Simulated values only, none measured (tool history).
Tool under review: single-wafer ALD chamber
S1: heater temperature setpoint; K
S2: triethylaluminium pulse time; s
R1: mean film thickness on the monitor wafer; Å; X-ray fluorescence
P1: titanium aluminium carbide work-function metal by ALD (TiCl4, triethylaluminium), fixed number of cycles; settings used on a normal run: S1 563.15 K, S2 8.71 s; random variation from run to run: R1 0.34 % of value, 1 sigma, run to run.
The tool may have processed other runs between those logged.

| run | hour | S1 | S2 | R1 |
|---|---|---|---|---|
| 1 | 6.6 | 563.15 | 8.71 | 18.510 |
| 2 | 12.4 | 563.15 | 8.71 | 18.435 |
|  | 18.5 | thermocouple changed; heater temperature recalibrated |
| 3 | 18.7 | 563.15 | 8.71 | 18.519 |
| 4 | 24.4 | 563.15 | 8.71 | 18.466 |
| 5 | 28.6 | 547.15 | 8.71 | 17.157 |
| 6 | 32.4 | 588.15 | 8.71 | 20.544 |
| 7 | 38.1 | 540.15 | 11.11 | 17.091 |
| 8 | 41.9 | 563.15 | 4.54 | 15.436 |
| 9 | 48.4 | 583.15 | 14.24 | 21.030 |
| 10 | 53.0 | 563.15 | 11.31 | 18.995 |
| 11 | 57.9 | 563.15 | 8.71 | 18.483 |
| 12 | 61.5 | 563.15 | 8.71 | 18.409 |
| 13 | 67.7 | 563.15 | 8.71 | 18.467 |
| 14 | 72.8 | 563.15 | 8.71 | 18.283 |
| 15 | 76.6 | 563.15 | 8.71 | 18.181 |
| 16 | 80.3 | 563.15 | 8.71 | 18.206 |
| 17 | 86.7 | 563.15 | 8.71 | 18.160 |
| 18 | 91.2 | 563.15 | 8.71 | 18.145 |
| 19 | 94.5 | 563.15 | 8.71 | 18.094 |
| 20 | 101.2 | 563.15 | 8.71 | 18.122 |
| 21 | 105.5 | 563.15 | 8.71 | 18.092 |
| 22 | 109.0 | 563.15 | 8.71 | 18.060 |
| 23 | 112.7 | 563.15 | 8.71 | 18.113 |

The output of P1 has drifted from where it used to be. Each of the 2 causes below, taken at the size shown beside it, accounts for the log equally well:
A: wafer temperature below the value expected at the setpoint (K) = 4.45
B: triethylaluminium dose below that of a fresh bottle (%) = 10.8
The onset of the drift is placed at about hour 61.5.

Consider the 4 check runs below, whose results appear as question marks and each of which averages 2 wafers. Which one distinguishes the causes, in that each cause would give it a clearly different result?
| check 1 | 116.4 | 581.15 | 5.35 | ? |
| check 2 | 116.4 | 578.15 | 8.71 | ? |
| check 3 | 116.4 | 587.15 | 8.71 | ? |
| check 4 | 116.4 | 585.15 | 8.71 | ? |

If the cause were each of the candidates in turn, the checks would give the following:
| check | result | if A | if B |
|---|---|---|---|
| check 1 | R1 | 17.364 | 16.964 |
| check 2 | R1 | 19.348 | 19.328 |
| check 3 | R1 | 20.106 | 20.073 |
| check 4 | R1 | 19.937 | 19.907 |
Gap, in per cent, between the two causes that each check separates least, read from the result that separates them most: check 1 2.33 %; check 2 0.11 %; check 3 0.16 %; check 4 0.15 %
Check 1 distinguishes between the causes, while the remaining checks would return nearly the same result for all of them.

Check 1 was carried out, with these results: R1 17.001 Å. Which of the listed causes is responsible?

B is the cause: triethylaluminium dose below that of a fresh bottle (%).

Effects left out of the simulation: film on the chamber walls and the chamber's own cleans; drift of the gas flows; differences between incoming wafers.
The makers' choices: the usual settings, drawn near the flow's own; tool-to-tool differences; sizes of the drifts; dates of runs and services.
